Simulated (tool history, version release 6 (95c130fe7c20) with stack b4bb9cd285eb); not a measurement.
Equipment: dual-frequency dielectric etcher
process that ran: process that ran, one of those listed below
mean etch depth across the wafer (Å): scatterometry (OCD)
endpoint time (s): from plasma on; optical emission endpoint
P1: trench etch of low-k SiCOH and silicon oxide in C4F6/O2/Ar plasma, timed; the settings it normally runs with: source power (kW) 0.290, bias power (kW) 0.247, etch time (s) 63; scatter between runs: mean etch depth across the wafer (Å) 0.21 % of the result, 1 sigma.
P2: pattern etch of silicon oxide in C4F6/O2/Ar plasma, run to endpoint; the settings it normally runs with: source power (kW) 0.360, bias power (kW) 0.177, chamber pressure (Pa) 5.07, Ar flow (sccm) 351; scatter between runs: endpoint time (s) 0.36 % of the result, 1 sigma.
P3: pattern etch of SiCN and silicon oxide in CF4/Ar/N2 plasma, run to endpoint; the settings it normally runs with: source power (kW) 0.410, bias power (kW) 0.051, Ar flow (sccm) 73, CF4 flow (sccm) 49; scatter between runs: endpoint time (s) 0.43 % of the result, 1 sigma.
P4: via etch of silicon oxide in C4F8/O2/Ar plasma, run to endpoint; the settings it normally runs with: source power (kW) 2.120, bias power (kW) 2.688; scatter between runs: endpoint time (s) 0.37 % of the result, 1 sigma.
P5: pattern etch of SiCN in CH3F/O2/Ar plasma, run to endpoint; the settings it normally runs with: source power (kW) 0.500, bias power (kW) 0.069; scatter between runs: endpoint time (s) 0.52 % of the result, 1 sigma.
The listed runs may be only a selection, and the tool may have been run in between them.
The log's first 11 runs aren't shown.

run,hour,process that ran,source power (kW),bias power (kW),etch time (s),Ar flow (sccm),CF4 flow (sccm),chamber pressure (Pa),mean etch depth across the wafer (Å),endpoint time (s)
12,58.5,P1,0.240,0.149,63,,,,1598.3,
13,61.6,P2,0.360,0.177,,351,,7.00,,16.560
14,66.0,P1,0.290,0.247,63,,,,2030.5,
15,71.2,P2,0.360,0.130,,351,,5.07,,17.423
16,77.9,P1,0.340,0.247,63,,,,2157.0,
17,82.8,P4,2.120,2.688,,,,,,205.290
# hour 85.6: source power generator calibrated
18,89.6,P1,0.290,0.247,63,,,,2022.5,
19,93.9,P3,0.410,0.051,,73,49,,,23.173
20,97.0,P4,2.120,3.254,,,,,,192.550
21,101.1,P2,0.360,0.177,,259,,5.07,,15.455

Run 22 has not been measured yet. What should we expect?
22,105.8,P2,0.450,0.177,,351,,5.07,,?

endpoint time (s): 14.675

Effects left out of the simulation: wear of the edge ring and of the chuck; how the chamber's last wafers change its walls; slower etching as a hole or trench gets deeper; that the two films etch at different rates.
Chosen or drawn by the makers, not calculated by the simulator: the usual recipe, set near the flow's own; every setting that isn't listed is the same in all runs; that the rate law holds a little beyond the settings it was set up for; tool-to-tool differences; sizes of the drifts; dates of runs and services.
